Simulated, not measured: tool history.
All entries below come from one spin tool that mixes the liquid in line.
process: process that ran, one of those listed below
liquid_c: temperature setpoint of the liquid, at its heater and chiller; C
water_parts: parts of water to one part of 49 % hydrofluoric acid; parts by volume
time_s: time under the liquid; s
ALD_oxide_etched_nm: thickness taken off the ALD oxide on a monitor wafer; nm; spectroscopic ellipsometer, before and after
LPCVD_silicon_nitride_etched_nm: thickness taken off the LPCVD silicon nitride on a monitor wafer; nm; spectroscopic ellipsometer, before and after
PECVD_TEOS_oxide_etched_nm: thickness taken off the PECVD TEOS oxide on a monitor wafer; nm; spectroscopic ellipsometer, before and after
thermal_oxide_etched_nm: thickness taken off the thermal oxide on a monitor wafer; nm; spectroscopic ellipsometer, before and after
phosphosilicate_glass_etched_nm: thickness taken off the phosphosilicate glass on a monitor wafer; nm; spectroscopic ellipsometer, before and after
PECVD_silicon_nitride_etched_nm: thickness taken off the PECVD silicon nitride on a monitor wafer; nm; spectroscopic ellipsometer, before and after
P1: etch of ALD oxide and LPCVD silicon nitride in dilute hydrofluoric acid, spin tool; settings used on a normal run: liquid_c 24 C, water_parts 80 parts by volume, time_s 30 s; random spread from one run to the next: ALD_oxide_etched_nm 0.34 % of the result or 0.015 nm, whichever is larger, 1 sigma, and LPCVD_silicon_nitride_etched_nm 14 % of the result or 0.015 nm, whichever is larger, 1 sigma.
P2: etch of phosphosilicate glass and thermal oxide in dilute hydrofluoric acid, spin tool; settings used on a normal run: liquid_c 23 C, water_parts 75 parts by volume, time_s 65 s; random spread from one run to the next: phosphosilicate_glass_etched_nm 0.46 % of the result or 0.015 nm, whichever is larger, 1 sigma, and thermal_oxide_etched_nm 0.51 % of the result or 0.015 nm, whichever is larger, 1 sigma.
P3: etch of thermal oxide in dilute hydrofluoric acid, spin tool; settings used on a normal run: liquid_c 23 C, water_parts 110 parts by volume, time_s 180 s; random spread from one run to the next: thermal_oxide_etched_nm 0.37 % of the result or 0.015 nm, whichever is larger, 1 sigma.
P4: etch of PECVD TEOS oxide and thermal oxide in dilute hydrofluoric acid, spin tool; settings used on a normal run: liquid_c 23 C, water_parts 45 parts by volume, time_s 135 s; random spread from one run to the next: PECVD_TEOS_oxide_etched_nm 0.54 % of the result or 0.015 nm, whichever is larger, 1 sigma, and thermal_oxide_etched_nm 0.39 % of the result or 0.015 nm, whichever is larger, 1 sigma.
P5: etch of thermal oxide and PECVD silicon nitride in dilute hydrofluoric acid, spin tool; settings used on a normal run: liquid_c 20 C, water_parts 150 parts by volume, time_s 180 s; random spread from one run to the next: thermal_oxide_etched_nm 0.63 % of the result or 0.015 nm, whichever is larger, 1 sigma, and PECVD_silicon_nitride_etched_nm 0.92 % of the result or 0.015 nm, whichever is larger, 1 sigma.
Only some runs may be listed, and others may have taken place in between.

run	day	process	liquid_c	water_parts	time_s	hours since the thermometer was replaced	hours since the hydrofluoric acid flow meter was replaced	ALD_oxide_etched_nm	LPCVD_silicon_nitride_etched_nm	PECVD_TEOS_oxide_etched_nm	thermal_oxide_etched_nm	phosphosilicate_glass_etched_nm	PECVD_silicon_nitride_etched_nm
1	0.667	P1	24	80	30	1202.5	872.3	9.4268	0.21534				
2	0.983	P1	24	80	30	1210.1	879.9	9.4582	0.17783				
3	1.279	P4	23	65	135	1217.2	887			37.19	9.6144		
4	1.6	P1	24	80	15	1224.9	894.7	4.7683	0.14959				
5	1.988	P1	31.5	80	15	1234.2	904	6.3571	0.19783				
6	2.383	P1	24	140	30	1243.7	913.5	5.0628	0.14765				
7	2.85	P1	31.5	80	30	1254.9	924.7	12.713	0.31103				
8	3.292	P2	23	75	65	1265.5	935.3				4.0167	50.901	
9	3.679	P5	20	150	180	1274.8	944.6				4.834		2.7399
10	3.971	P4	17.5	45	135	1281.8	951.6			43.58	11.24		
11	4.4	P4	23	45	135	1292.1	961.9			54.928	14.366		
12	4.762	P1	24	80	50	1300.8	970.6	15.748	0.32927				
13	5.121	P1	24	80	30	1309.4	979.2	9.4603	0.24899				
14	5.562	P4	23	45	240	1320	989.8			97.494	25.336		
15	6.092	P1	24	30	55	1332.7	1002.5	49.117	1.0768				
16	6.692	P1	19.5	80	30	1347.1	1016.9	7.8832	0.17565				
17	7.142	P2	23	75	130	1357.9	1027.7				8.0094	101.8	
18	7.675	P3	23	110	275	1370.7	1040.5				12.029		
19	8.071	P2	23	75	65	1380.2	1050				4.0171	50.774	
20	8.538	P4	23	45	135	1391.4	1061.2			55.18	14.195		
21	8.829	P1	24	80	30	1398.4	1068.2	9.4938	0.20072				
22	9.317	P1	24	80	30	1410.1	1079.9	9.5153	0.20886				
23	9.662	P2	23	105	65	1418.4	1088.2				2.7782	35.076	
24	9.962	P3	23	155	180	1425.6	1095.4				5.3235		
25	10.267	P2	30.5	75	65	1432.9	1102.7				5.3956	68.712	
26	10.883	P1	24	80	30	1447.7	1117.5	9.5112	0.22444				
27	11.425	P3	23	110	180	1460.7	1130.5				7.9069		
28	11.921	P5	20	150	90	1472.6	1142.4				2.419		1.4259
29	12.471	P1	24	35	30	1485.8	1155.6	23.086	0.4589				
30	13.112	P5	20	30	180	1501.2	1171				28.358		13.251
31	13.75	P5	27.5	150	180	1516.5	1186.3				6.5041		4.4462
32	14.379	P3	18	110	180	1531.6	1201.4				6.4605		
33	14.85	P1	24	80	30	1542.9	1212.7	9.5074	0.19422				
34	15.446	P1	24	80	30	1557.2	1227	9.8271	0.24874				
35	15.988	P1	24	80	30	1570.2	1240	10.053	0.18104				
36	16.462	P1	24	80	30	1581.6	1251.4	10.167	0.24535				
37	16.758	P1	24	80	30	1588.7	1258.5	10.198	0.21367				
38	17.071	P1	24	80	30	1596.2	1266	10.199	0.27281				
39	17.562	P1	24	80	30	1608	1277.8	10.227	0.16346				
40	17.862	P1	24	80	30	1615.2	1285	10.22	0.21912				
41	18.358	P1	24	80	30	1627.1	1296.9	10.208	0.21125				

Something has made what P1 gives creep away from where it was; the 2 causes below, each at its own stated size, fit the log equally well:
A: hydrofluoric acid flow above the setpoint (%) = 7.62
B: liquid hotter than its thermometer reads (K) = 2.03
The drift started at roughly day 14.85.

The 4 check runs listed below each average the results of 2 wafers, and their outcomes are marked with question marks. Under which run would the listed causes produce clearly different results?
check 1	18.854	P2	23	75	65						?	?	
check 2	18.854	P3	23	110	180						?		
check 3	18.854	P5	20	150	180						?		?
check 4	18.854	P4	23	45	135					?	?		

Expected result of each check under each candidate cause:
check	result	if A	if B
check 1	thermal_oxide_etched_nm	4.3558	4.3638
check 1	phosphosilicate_glass_etched_nm	55.082	55.184
check 2	thermal_oxide_etched_nm	8.6059	8.5811
check 3	thermal_oxide_etched_nm	5.3279	5.3035
check 3	PECVD_silicon_nitride_etched_nm	2.977	3.1702
check 4	PECVD_TEOS_oxide_etched_nm	59.163	59.53
check 4	thermal_oxide_etched_nm	15.437	15.532
Gap, in per cent, between the two causes that each check separates least, read from the result that separates them most: check 1 0.18 %; check 2 0.29 %; check 3 6.29 %; check 4 0.62 %
Only in check 3 would the causes give clearly different results; in the remaining checks their results would be nearly the same.

Check 3 was carried out, with these results: thermal_oxide_etched_nm 5.297 nm; PECVD_silicon_nitride_etched_nm 3.1497 nm. Which of the listed causes is responsible?

B is the cause: liquid hotter than its thermometer reads (K).
